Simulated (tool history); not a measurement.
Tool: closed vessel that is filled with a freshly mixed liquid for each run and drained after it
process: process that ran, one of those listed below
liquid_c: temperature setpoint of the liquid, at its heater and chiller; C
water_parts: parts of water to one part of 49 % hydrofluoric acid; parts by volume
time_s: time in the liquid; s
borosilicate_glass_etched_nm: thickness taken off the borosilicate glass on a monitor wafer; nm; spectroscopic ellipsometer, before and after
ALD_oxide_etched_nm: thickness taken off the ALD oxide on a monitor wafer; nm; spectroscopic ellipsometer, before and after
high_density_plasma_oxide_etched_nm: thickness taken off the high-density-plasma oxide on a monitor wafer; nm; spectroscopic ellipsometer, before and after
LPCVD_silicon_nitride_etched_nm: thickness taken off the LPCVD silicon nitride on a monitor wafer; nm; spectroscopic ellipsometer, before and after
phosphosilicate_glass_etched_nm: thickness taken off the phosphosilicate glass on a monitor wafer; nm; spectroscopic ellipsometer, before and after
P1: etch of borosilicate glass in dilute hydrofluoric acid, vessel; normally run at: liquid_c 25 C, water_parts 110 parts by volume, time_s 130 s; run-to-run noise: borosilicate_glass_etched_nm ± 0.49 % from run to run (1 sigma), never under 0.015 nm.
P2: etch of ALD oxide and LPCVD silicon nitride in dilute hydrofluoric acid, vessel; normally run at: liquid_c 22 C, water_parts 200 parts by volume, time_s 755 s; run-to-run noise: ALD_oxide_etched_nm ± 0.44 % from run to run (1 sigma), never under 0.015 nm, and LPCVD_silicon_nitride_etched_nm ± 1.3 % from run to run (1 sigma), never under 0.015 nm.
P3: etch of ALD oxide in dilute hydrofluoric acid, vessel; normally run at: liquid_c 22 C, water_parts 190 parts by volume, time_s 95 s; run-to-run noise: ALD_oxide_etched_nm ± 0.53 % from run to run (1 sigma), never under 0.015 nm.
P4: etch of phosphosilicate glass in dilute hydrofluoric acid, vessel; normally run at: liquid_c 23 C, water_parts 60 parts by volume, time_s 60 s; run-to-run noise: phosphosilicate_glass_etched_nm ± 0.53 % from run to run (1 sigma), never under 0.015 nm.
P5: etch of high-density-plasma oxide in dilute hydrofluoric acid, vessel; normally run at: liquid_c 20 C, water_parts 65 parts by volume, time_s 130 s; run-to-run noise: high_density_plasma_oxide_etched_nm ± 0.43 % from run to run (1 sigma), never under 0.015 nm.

run,hour,process,liquid_c,water_parts,time_s,hours since the thermometer was replaced,hours since the hydrofluoric acid flow meter was replaced,borosilicate_glass_etched_nm,ALD_oxide_etched_nm,high_density_plasma_oxide_etched_nm,LPCVD_silicon_nitride_etched_nm,phosphosilicate_glass_etched_nm
1,2.4,P1,25,110,130,1330.8,774.8,42.054,,,,
2,4.9,P1,25,110,130,1333.3,777.3,42.277,,,,
3,9.4,P3,17,190,95,1337.8,781.8,,3.4087,,,
4,13.1,P3,22,190,95,1341.5,785.5,,4.1294,,,
5,16.9,P5,20,65,130,1345.3,789.3,,,12.156,,
6,20.9,P2,17.5,200,755,1349.3,793.3,,30.894,,1.1629,
7,25.5,P1,25,110,50,1353.9,797.9,16.107,,,,
8,29.4,P1,25,110,130,1357.8,801.8,42.124,,,,
9,31.7,P1,25,20,130,1360.1,804.1,261.99,,,,
10,35.3,P1,25,110,130,1363.7,807.7,42.336,,,,
11,39.1,P1,25,110,130,1367.5,811.5,42.185,,,,
12,41.3,P1,32.5,160,130,1369.7,813.7,35.543,,,,
13,43.5,P3,22,105,95,1371.9,815.9,,8.1253,,,
14,47.9,P1,25,160,130,1376.3,820.3,27.28,,,,
15,51.4,P2,22,200,755,1379.8,823.8,,36.914,,1.5712,
# hour 53: thermometer replaced
16,54.9,P5,20,65,230,1.9,827.3,,,21.344,,
17,57.5,P3,22,190,30,4.5,829.9,,1.3117,,,
18,61.4,P1,25,110,130,8.4,833.8,42.289,,,,
19,64.7,P1,25,110,130,11.7,837.1,42.012,,,,
20,69.2,P4,23,20,60,16.2,841.6,,,,,393.25
21,72,P5,20,100,130,19,844.4,,,7.5581,,
22,74,P5,25,65,130,21,846.4,,,14.8,,
23,76.4,P5,20,65,130,23.4,848.8,,,12.1,,
24,78.8,P3,22,190,95,25.8,851.2,,4.1797,,,
25,82.4,P1,20.5,110,130,29.4,854.8,35.121,,,,
# hour 83: hydrofluoric acid flow meter replaced
26,84.7,P4,23,60,30,31.7,1.7,,,,,61.866
27,88.6,P1,32,110,130,35.6,5.6,55.221,,,,
28,91.9,P2,22,290,755,38.9,8.9,,23.251,,1.0787,
29,94.9,P1,32,45,130,41.9,11.9,147.74,,,,
30,97.1,P2,22,200,1285,44.1,14.1,,62.774,,2.7006,
31,101.1,P4,23,60,60,48.1,18.1,,,,,123.35
32,103.6,P1,25,110,255,50.6,20.6,83.151,,,,
33,106.4,P4,30,60,60,53.4,23.4,,,,,165.07
34,109.4,P1,25,110,130,56.4,26.4,41.847,,,,
35,111.7,P1,25,110,130,58.7,28.7,42.954,,,,
36,115,P1,25,110,130,62,32,44.685,,,,
37,119.1,P1,25,110,130,66.1,36.1,45.116,,,,
38,121.1,P1,25,110,130,68.1,38.1,45.4,,,,

Estimate the outcome of run 39 from the log above:
39,124.8,P1,25,110,130,71.8,41.8,?,,,,

{"run 39": {"borosilicate_glass_etched_nm": 45.62}}
